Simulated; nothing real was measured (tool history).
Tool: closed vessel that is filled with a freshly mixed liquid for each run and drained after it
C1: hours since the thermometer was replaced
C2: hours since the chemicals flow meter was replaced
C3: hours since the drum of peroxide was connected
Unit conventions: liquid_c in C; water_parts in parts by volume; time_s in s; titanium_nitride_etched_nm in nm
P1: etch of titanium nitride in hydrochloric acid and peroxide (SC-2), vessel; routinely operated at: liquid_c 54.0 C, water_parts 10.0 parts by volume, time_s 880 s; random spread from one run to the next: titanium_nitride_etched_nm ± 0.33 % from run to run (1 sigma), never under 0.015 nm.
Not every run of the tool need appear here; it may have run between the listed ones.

{"run": 1, "hour": 10.4, "liquid_c": 54.0, "water_parts": 10.0, "time_s": 880, "C1": 724.7, "C2": 811.7, "C3": 263.9, "titanium_nitride_etched_nm": 40.103}
{"run": 2, "hour": 26.1, "liquid_c": 54.0, "water_parts": 10.0, "time_s": 880, "C1": 740.4, "C2": 827.4, "C3": 279.6, "titanium_nitride_etched_nm": 40.018}
{"run": 3, "hour": 42.1, "liquid_c": 54.0, "water_parts": 10.0, "time_s": 70, "C1": 756.4, "C2": 843.4, "C3": 295.6, "titanium_nitride_etched_nm": 3.1745}
{"run": 4, "hour": 49.6, "liquid_c": 54.0, "water_parts": 10.0, "time_s": 880, "C1": 763.9, "C2": 850.9, "C3": 303.1, "titanium_nitride_etched_nm": 40.167}
{"run": 5, "hour": 64.6, "liquid_c": 54.0, "water_parts": 4.0, "time_s": 880, "C1": 778.9, "C2": 865.9, "C3": 318.1, "titanium_nitride_etched_nm": 80.558}
{"run": 6, "hour": 75.0, "liquid_c": 54.0, "water_parts": 10.0, "time_s": 880, "C1": 789.3, "C2": 876.3, "C3": 328.5, "titanium_nitride_etched_nm": 40.245}
{"run": 7, "hour": 81.9, "liquid_c": 54.0, "water_parts": 10.0, "time_s": 880, "C1": 796.2, "C2": 883.2, "C3": 335.4, "titanium_nitride_etched_nm": 40.032}
{"run": 8, "hour": 90.8, "liquid_c": 69.5, "water_parts": 10.0, "time_s": 880, "C1": 805.1, "C2": 892.1, "C3": 344.3, "titanium_nitride_etched_nm": 105.23}
{"run": 9, "hour": 106.0, "liquid_c": 38.5, "water_parts": 10.0, "time_s": 35, "C1": 820.3, "C2": 907.3, "C3": 359.5, "titanium_nitride_etched_nm": 0.54804}
{"run": 10, "hour": 119.5, "liquid_c": 54.0, "water_parts": 6.0, "time_s": 1495, "C1": 833.8, "C2": 920.8, "C3": 373.0, "titanium_nitride_etched_nm": 102.48}
{"run": 11, "hour": 130.8, "liquid_c": 68.5, "water_parts": 10.0, "time_s": 500, "C1": 845.1, "C2": 932.1, "C3": 384.3, "titanium_nitride_etched_nm": 56.036}
{"run": 12, "hour": 141.4, "liquid_c": 54.0, "water_parts": 10.0, "time_s": 1335, "C1": 855.7, "C2": 942.7, "C3": 394.9, "titanium_nitride_etched_nm": 60.468}
{"run": 13, "hour": 151.6, "liquid_c": 54.0, "water_parts": 10.0, "time_s": 880, "C1": 865.9, "C2": 952.9, "C3": 405.1, "titanium_nitride_etched_nm": 39.862}
{"run": 14, "hour": 158.8, "liquid_c": 44.5, "water_parts": 10.0, "time_s": 880, "C1": 873.1, "C2": 960.1, "C3": 412.3, "titanium_nitride_etched_nm": 21.301}
{"run": 15, "hour": 167.2, "liquid_c": 54.0, "water_parts": 17.5, "time_s": 880, "C1": 881.5, "C2": 968.5, "C3": 420.7, "titanium_nitride_etched_nm": 24.603}
{"run": 16, "hour": 176.3, "liquid_c": 54.0, "water_parts": 10.0, "time_s": 880, "C1": 890.6, "C2": 977.6, "C3": 429.8, "titanium_nitride_etched_nm": 39.927}
{"run": 17, "hour": 189.8, "liquid_c": 54.0, "water_parts": 10.0, "time_s": 880, "C1": 904.1, "C2": 991.1, "C3": 443.3, "titanium_nitride_etched_nm": 38.376}
{"run": 18, "hour": 198.0, "liquid_c": 54.0, "water_parts": 10.0, "time_s": 880, "C1": 912.3, "C2": 999.3, "C3": 451.5, "titanium_nitride_etched_nm": 37.732}
{"run": 19, "hour": 207.6, "liquid_c": 54.0, "water_parts": 10.0, "time_s": 880, "C1": 921.9, "C2": 1008.9, "C3": 461.1, "titanium_nitride_etched_nm": 37.108}
{"hour": 216.6, "done": "new drum of peroxide connected"}
{"run": 20, "hour": 221.0, "liquid_c": 54.0, "water_parts": 10.0, "time_s": 880, "C1": 935.3, "C2": 1022.3, "C3": 4.5, "titanium_nitride_etched_nm": 36.83}
{"run": 21, "hour": 231.3, "liquid_c": 54.0, "water_parts": 10.0, "time_s": 880, "C1": 945.6, "C2": 1032.6, "C3": 14.8, "titanium_nitride_etched_nm": 36.372}
{"run": 22, "hour": 246.2, "liquid_c": 54.0, "water_parts": 10.0, "time_s": 880, "C1": 960.5, "C2": 1047.5, "C3": 29.7, "titanium_nitride_etched_nm": 36.256}
{"run": 23, "hour": 258.8, "liquid_c": 54.0, "water_parts": 10.0, "time_s": 880, "C1": 973.1, "C2": 1060.1, "C3": 42.3, "titanium_nitride_etched_nm": 36.209}
{"run": 24, "hour": 273.6, "liquid_c": 54.0, "water_parts": 10.0, "time_s": 880, "C1": 987.9, "C2": 1074.9, "C3": 57.1, "titanium_nitride_etched_nm": 36.369}

The output of P1 has drifted from where it used to be. Each of the 2 causes below, taken at the size shown beside it, accounts for the log equally well:
A: chemicals flow below the setpoint (%) = 11.2
B: liquid colder than its thermometer reads (K) = 1.53
The gradual shift began around hour 176.3.
Ruled out, with reasons:
peroxide weaker than its label (%): was serviced at hour 216.6, once the creep was under way, yet the earlier output never came back

Listed below are the offered check runs, one wafer per run, with question marks in place of results. For which of them would the causes give clearly different outcomes?
{"run": "check 1", "hour": 288.4, "liquid_c": 46.5, "water_parts": 4.0, "time_s": 880, "titanium_nitride_etched_nm": "?"}
{"run": "check 2", "hour": 288.4, "liquid_c": 69.0, "water_parts": 5.5, "time_s": 880, "titanium_nitride_etched_nm": "?"}
{"run": "check 3", "hour": 288.4, "liquid_c": 46.5, "water_parts": 17.0, "time_s": 880, "titanium_nitride_etched_nm": "?"}
{"run": "check 4", "hour": 288.4, "liquid_c": 66.5, "water_parts": 10.0, "time_s": 170, "titanium_nitride_etched_nm": "?"}

What every check run would give for each of its results, assuming each possible cause in turn:
check=check_1 result=titanium_nitride_etched_nm if_A=44.83300 if_B=43.77200
check=check_2 result=titanium_nitride_etched_nm if_A=149.09000 if_B=148.65000
check=check_3 result=titanium_nitride_etched_nm if_A=13.79300 if_B=13.82300
check=check_4 result=titanium_nitride_etched_nm if_A=15.32100 if_B=15.43100
Gap, in per cent, between the two causes that each check separates least, read from the result that separates them most: check 1 2.4 %; check 2 0.29 %; check 3 0.22 %; check 4 0.72 %
Check 1 distinguishes between the causes, while the remaining checks would return nearly the same result for all of them.

Running check 1 produced the following: titanium_nitride_etched_nm 43.82600 nm. Which one of the listed causes fits?

The correct cause is B, namely: liquid colder than its thermometer reads (K).
